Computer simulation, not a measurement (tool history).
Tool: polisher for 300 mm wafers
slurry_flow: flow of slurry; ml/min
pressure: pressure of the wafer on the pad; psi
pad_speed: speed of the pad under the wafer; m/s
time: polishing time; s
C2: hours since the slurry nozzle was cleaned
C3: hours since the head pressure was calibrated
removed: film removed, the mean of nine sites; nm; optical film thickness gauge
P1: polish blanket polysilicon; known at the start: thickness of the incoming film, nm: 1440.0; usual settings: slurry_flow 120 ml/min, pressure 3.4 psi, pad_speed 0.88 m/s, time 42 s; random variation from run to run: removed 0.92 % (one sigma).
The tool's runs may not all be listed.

Run 1, hour 3.9: slurry_flow 120 ml/min, pressure 3.4 psi, pad_speed 0.88 m/s, time 42 s; wafers polished on this pad 948; C2 142.1; C3 304.4. Result: removed 387.26 nm.
Run 2, hour 6.9: slurry_flow 120 ml/min, pressure 3.4 psi, pad_speed 0.88 m/s, time 42 s; wafers polished on this pad 973; C2 145.1; C3 307.4. Result: removed 384.98 nm.
Run 3, hour 10.5: slurry_flow 120 ml/min, pressure 3.4 psi, pad_speed 0.88 m/s, time 42 s; wafers polished on this pad 1003; C2 148.7; C3 311. Result: removed 380.48 nm.
Run 4, hour 13.2: slurry_flow 120 ml/min, pressure 3.4 psi, pad_speed 0.88 m/s, time 64 s; wafers polished on this pad 1025; C2 151.4; C3 313.7. Result: removed 585.65 nm.
Run 5, hour 15.9: slurry_flow 120 ml/min, pressure 3.4 psi, pad_speed 0.88 m/s, time 42 s; wafers polished on this pad 1047; C2 154.1; C3 316.4. Result: removed 382.55 nm.
Run 6, hour 20: slurry_flow 85 ml/min, pressure 1.8 psi, pad_speed 0.88 m/s, time 42 s; wafers polished on this pad 1081; C2 158.2; C3 320.5. Result: removed 187.1 nm.
Run 7, hour 22.8: slurry_flow 120 ml/min, pressure 4.9 psi, pad_speed 0.88 m/s, time 42 s; wafers polished on this pad 1104; C2 161; C3 323.3. Result: removed 546.03 nm.
Run 8, hour 24.9: slurry_flow 120 ml/min, pressure 3.4 psi, pad_speed 0.4 m/s, time 42 s; wafers polished on this pad 1121; C2 163.1; C3 325.4. Result: removed 173.59 nm.
Run 9, hour 27.2: slurry_flow 170 ml/min, pressure 3.4 psi, pad_speed 0.88 m/s, time 42 s; wafers polished on this pad 1140; C2 165.4; C3 327.7. Result: removed 404.92 nm.
Run 10, hour 30.4: slurry_flow 120 ml/min, pressure 1.8 psi, pad_speed 0.88 m/s, time 42 s; wafers polished on this pad 1166; C2 168.6; C3 330.9. Result: removed 202.95 nm.
Run 11, hour 33.3: slurry_flow 95 ml/min, pressure 3.4 psi, pad_speed 0.88 m/s, time 54 s; wafers polished on this pad 1190; C2 171.5; C3 333.8. Result: removed 465.97 nm.
Run 12, hour 35.8: slurry_flow 120 ml/min, pressure 3.4 psi, pad_speed 0.88 m/s, time 42 s; wafers polished on this pad 1211; C2 174; C3 336.3. Result: removed 379.19 nm.
Run 13, hour 38.7: slurry_flow 120 ml/min, pressure 3.4 psi, pad_speed 0.88 m/s, time 42 s; wafers polished on this pad 1234; C2 176.9; C3 339.2. Result: removed 378.84 nm.
Run 14, hour 42: slurry_flow 70 ml/min, pressure 3.4 psi, pad_speed 0.88 m/s, time 42 s; wafers polished on this pad 1262; C2 180.2; C3 342.5. Result: removed 330.3 nm.
Run 15, hour 44.6: slurry_flow 120 ml/min, pressure 3.4 psi, pad_speed 1.36 m/s, time 42 s; wafers polished on this pad 1283; C2 182.8; C3 345.1. Result: removed 587.93 nm.
Run 16, hour 47.7: slurry_flow 120 ml/min, pressure 3.4 psi, pad_speed 0.88 m/s, time 19 s; wafers polished on this pad 1308; C2 185.9; C3 348.2. Result: removed 173.22 nm.
Run 17, hour 49.7: slurry_flow 120 ml/min, pressure 3.4 psi, pad_speed 0.88 m/s, time 42 s; wafers polished on this pad 1325; C2 187.9; C3 350.2. Result: removed 382.73 nm.
Run 18, hour 53.2: slurry_flow 120 ml/min, pressure 3.4 psi, pad_speed 0.88 m/s, time 42 s; wafers polished on this pad 1354; C2 191.4; C3 353.7. Result: removed 367.75 nm.
Run 19, hour 56: slurry_flow 120 ml/min, pressure 3.4 psi, pad_speed 0.88 m/s, time 42 s; wafers polished on this pad 1377; C2 194.2; C3 356.5. Result: removed 353.42 nm.
Run 20, hour 58.2: slurry_flow 120 ml/min, pressure 3.4 psi, pad_speed 0.88 m/s, time 42 s; wafers polished on this pad 1395; C2 196.4; C3 358.7. Result: removed 353.43 nm.
Run 21, hour 61.6: slurry_flow 120 ml/min, pressure 3.4 psi, pad_speed 0.88 m/s, time 42 s; wafers polished on this pad 1423; C2 199.8; C3 362.1. Result: removed 347.63 nm.

Run 22 comes next. What will it give?
Run 22, hour 64.5: slurry_flow 120 ml/min, pressure 3.4 psi, pad_speed 0.88 m/s, time 42 s; wafers polished on this pad 1446; C2 202.7; C3 365. Result: removed ?.

Run 22 gave removed 352.09 nm.

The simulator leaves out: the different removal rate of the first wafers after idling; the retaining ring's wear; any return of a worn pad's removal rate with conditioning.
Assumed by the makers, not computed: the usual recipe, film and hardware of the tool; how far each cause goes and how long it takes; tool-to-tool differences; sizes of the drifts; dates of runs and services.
